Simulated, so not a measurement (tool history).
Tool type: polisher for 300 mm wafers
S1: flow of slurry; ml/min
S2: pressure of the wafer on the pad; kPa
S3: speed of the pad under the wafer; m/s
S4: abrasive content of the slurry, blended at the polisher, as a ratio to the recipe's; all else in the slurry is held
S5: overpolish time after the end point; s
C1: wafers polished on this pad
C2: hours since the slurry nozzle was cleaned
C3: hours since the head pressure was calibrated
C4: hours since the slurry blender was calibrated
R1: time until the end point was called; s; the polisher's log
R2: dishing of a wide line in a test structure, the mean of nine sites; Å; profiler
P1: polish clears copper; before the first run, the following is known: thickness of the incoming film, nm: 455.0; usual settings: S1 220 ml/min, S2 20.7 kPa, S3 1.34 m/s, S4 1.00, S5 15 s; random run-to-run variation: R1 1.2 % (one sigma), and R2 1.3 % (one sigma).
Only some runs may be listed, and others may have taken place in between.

Run 1, hour 5.7: S1 220 ml/min, S2 20.7 kPa, S3 1.34 m/s, S4 1.00, S5 15 s; C1 252; C2 203.7; C3 352.8; C4 112.2. Result: R1 136.790 s, R2 342.54 Å.
Run 2, hour 8.5: S1 220 ml/min, S2 20.7 kPa, S3 1.34 m/s, S4 0.50, S5 15 s; C1 266; C2 206.5; C3 355.6; C4 115.0. Result: R1 157.850 s, R2 304.42 Å.
Run 3, hour 13.8: S1 320 ml/min, S2 20.7 kPa, S3 2.04 m/s, S4 1.00, S5 15 s; C1 291; C2 211.8; C3 360.9; C4 120.3. Result: R1 84.936 s, R2 509.65 Å.
Run 4, hour 19.1: S1 220 ml/min, S2 20.7 kPa, S3 1.34 m/s, S4 1.00, S5 15 s; C1 317; C2 217.1; C3 366.2; C4 125.6. Result: R1 139.050 s, R2 345.68 Å.
Run 5, hour 22.4: S1 220 ml/min, S2 9.7 kPa, S3 1.34 m/s, S4 1.00, S5 15 s; C1 333; C2 220.4; C3 369.5; C4 128.9. Result: R1 293.230 s, R2 169.14 Å.
Run 6, hour 27.5: S1 220 ml/min, S2 20.7 kPa, S3 1.34 m/s, S4 1.00, S5 15 s; C1 358; C2 225.5; C3 374.6; C4 134.0. Result: R1 138.020 s, R2 343.23 Å.
Run 7, hour 31.1: S1 220 ml/min, S2 20.7 kPa, S3 0.80 m/s, S4 0.75, S5 15 s; C1 375; C2 229.1; C3 378.2; C4 137.6. Result: R1 246.330 s, R2 205.22 Å.
Run 8, hour 35.7: S1 220 ml/min, S2 20.7 kPa, S3 1.34 m/s, S4 1.00, S5 15 s; C1 398; C2 233.7; C3 382.8; C4 142.2. Result: R1 136.670 s, R2 353.84 Å.
Run 9, hour 39.1: S1 220 ml/min, S2 20.7 kPa, S3 1.34 m/s, S4 1.00, S5 15 s; C1 414; C2 237.1; C3 386.2; C4 145.6. Result: R1 139.250 s, R2 349.89 Å.
Run 10, hour 45.1: S1 220 ml/min, S2 20.7 kPa, S3 1.34 m/s, S4 1.00, S5 15 s; C1 443; C2 243.1; C3 392.2; C4 151.6. Result: R1 137.850 s, R2 344.10 Å.
Run 11, hour 48.4: S1 220 ml/min, S2 20.7 kPa, S3 2.06 m/s, S4 1.00, S5 15 s; C1 459; C2 246.4; C3 395.5; C4 154.9. Result: R1 87.988 s, R2 498.94 Å.
Run 12, hour 52.7: S1 220 ml/min, S2 20.7 kPa, S3 0.60 m/s, S4 1.00, S5 15 s; C1 480; C2 250.7; C3 399.8; C4 159.2. Result: R1 313.380 s, R2 169.36 Å.
Run 13, hour 58.6: S1 220 ml/min, S2 20.7 kPa, S3 1.34 m/s, S4 1.00, S5 8 s; C1 509; C2 256.6; C3 405.7; C4 165.1. Result: R1 137.200 s, R2 198.62 Å.
Run 14, hour 63.1: S1 220 ml/min, S2 20.7 kPa, S3 1.34 m/s, S4 1.00, S5 15 s; C1 531; C2 261.1; C3 410.2; C4 169.6. Result: R1 135.380 s, R2 353.15 Å.
Run 15, hour 68.1: S1 130 ml/min, S2 20.7 kPa, S3 1.34 m/s, S4 1.00, S5 15 s; C1 555; C2 266.1; C3 415.2; C4 174.6. Result: R1 148.150 s, R2 323.84 Å.

What will run 16 give?
Run 16, hour 71.1: S1 220 ml/min, S2 20.7 kPa, S3 1.34 m/s, S4 1.00, S5 27 s; C1 569; C2 269.1; C3 418.2; C4 177.6. Result: R1 ?, R2 ?.

R1: 136.050 s
R2: 570.01 Å
